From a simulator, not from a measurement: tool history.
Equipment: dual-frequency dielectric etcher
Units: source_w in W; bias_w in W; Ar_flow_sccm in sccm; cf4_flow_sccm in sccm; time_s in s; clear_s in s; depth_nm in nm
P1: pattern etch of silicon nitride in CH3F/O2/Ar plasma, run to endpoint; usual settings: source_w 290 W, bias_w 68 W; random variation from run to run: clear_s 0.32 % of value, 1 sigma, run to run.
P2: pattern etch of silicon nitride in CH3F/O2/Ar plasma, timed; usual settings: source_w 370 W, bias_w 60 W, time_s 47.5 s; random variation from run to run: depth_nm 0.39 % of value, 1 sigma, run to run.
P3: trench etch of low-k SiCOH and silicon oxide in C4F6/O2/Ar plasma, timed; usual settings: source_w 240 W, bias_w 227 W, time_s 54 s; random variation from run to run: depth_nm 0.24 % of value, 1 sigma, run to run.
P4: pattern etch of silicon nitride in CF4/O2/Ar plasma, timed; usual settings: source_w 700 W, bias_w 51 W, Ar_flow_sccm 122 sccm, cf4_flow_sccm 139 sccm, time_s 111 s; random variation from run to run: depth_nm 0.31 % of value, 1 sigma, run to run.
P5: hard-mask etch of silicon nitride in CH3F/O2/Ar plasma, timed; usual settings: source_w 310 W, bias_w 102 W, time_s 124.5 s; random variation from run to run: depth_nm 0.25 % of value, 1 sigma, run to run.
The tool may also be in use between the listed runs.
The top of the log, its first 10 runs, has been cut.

run,day,process,source_w,bias_w,Ar_flow_sccm,cf4_flow_sccm,time_s,clear_s,depth_nm
11,5.9,P4,700,64,122,139,111,,322.43
# day 6.029: bias power generator calibrated
12,6.592,P5,430,102,,,124.5,,100.94
13,7.017,P1,290,96,,,,61.581,
14,7.362,P4,700,51,122,103,111,,284.52
15,8.021,P3,240,227,,,54,,155.96
16,8.638,P3,160,227,,,54,,134.8
17,9.071,P5,310,73,,,124.5,,79.291
18,9.779,P1,180,68,,,,83.223,
19,10.462,P5,310,102,,,124.5,,89.732
20,11.092,P4,700,51,72,139,111,,313.25
21,11.529,P2,370,60,,,32,,20.599

The next listed run, before its measurement:
22,12.017,P1,290,68,,,,?,

clear_s: 69.592 s

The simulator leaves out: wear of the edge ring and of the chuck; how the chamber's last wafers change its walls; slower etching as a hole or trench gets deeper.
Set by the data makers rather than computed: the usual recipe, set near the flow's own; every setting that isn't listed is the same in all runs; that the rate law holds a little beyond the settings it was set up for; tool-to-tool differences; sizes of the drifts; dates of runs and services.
